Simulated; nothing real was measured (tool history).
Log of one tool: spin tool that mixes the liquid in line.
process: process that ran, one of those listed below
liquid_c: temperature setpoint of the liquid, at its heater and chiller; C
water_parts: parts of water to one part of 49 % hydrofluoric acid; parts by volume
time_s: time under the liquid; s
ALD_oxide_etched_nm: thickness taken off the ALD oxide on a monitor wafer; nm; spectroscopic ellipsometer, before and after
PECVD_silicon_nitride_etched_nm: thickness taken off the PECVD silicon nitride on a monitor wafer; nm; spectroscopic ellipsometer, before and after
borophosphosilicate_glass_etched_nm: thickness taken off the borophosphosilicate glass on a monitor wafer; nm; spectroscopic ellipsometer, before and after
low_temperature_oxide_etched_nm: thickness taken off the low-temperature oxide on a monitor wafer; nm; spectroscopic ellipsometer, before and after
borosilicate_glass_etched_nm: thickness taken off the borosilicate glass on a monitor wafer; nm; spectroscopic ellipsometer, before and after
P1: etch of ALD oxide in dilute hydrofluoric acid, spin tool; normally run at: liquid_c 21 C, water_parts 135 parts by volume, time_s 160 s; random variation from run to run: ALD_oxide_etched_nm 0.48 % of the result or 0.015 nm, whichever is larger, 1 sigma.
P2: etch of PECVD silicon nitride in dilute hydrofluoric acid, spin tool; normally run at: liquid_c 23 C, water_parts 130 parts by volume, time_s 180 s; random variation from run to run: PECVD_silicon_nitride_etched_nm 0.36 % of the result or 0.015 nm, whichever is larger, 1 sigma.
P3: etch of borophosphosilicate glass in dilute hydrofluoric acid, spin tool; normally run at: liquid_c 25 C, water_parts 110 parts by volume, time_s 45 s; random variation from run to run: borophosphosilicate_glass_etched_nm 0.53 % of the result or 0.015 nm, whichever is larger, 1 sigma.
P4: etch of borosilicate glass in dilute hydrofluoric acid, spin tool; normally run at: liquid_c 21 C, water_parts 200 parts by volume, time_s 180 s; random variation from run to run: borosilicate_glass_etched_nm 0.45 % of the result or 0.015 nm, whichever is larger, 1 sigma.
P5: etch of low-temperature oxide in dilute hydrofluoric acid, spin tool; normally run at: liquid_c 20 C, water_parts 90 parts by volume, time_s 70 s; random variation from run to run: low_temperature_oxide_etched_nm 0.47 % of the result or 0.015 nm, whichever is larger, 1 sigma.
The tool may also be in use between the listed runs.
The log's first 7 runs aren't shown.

run  hour  process  liquid_c  water_parts  time_s  hours since the thermometer was replaced  hours since the hydrofluoric acid flow meter was replaced  ALD_oxide_etched_nm  PECVD_silicon_nitride_etched_nm  borophosphosilicate_glass_etched_nm  low_temperature_oxide_etched_nm  borosilicate_glass_etched_nm
  8  24.6       P1        21          135     160                                    1101.9                                                       1741               29.925
     25.6  -- hydrofluoric acid flow meter replaced
  9  28.9       P3        25          110      15                                    1106.2                                                        3.4                                                                                     3.5965
 10  33.6       P3        25          110      45                                    1110.9                                                        8.1                                                                                     11.108
 11  37.8       P1        21          135     160                                    1115.1                                                       12.3               30.125
 12    41       P5        20           90     125                                    1118.3                                                       15.5                                                                                                                      23.356
 13  44.4       P4        21          200     180                                    1121.7                                                       18.9                                                                                                                                                    21.334
 14  46.5       P3        19          110      45                                    1123.8                                                         21                                                                                     8.6177
 15  49.5       P4        21          200     180                                    1126.8                                                         24                                                                                                                                                    21.196
 16  52.7       P2        23          230     180                                      1130                                                       27.2                                                3.8719
 17  54.7       P5        26           90      70                                      1132                                                       29.2                                                                                                                      16.702
 18  57.7       P1        21           70     160                                      1135                                                       32.2               62.463
 19  62.2       P4        26          200     180                                    1139.5                                                       36.7                                                                                                                                                    25.675
 20  65.4       P5        20          140      70                                    1142.7                                                       39.9                                                                                                                      8.0493
 21  68.7       P1      24.5          205     160                                      1146                                                       43.2               20.977
 22  71.5       P1      29.5          135     160                                    1148.8                                                         46               41.432
 23  74.9       P1        17          135     160                                    1152.2                                                       49.4               25.649
 24  78.4       P4        21          200      45                                    1155.7                                                       52.9                                                                                                                                                    5.2864
 25  80.5       P5        20           90      70                                    1157.8                                                         55                                                                                                                      13.183
 26  84.1       P1        21          135     160                                    1161.4                                                       58.6               30.152
 27  87.1       P4        21          310     180                                    1164.4                                                       61.6                                                                                                                                                    12.444
 28  91.5       P2        23          130     180                                    1168.8                                                         66                                                6.8572
 29  94.8       P1        17          225     160                                    1172.1                                                       69.3               14.177
 30  97.7       P2      26.5          130     180                                      1175                                                       72.2                                                8.5735

Run 31 comes next. What will it give?
 31  101.5       P3        25           65      45                                    1178.8                                                         76                                                                                          ?

borophosphosilicate_glass_etched_nm: 19.483 nm
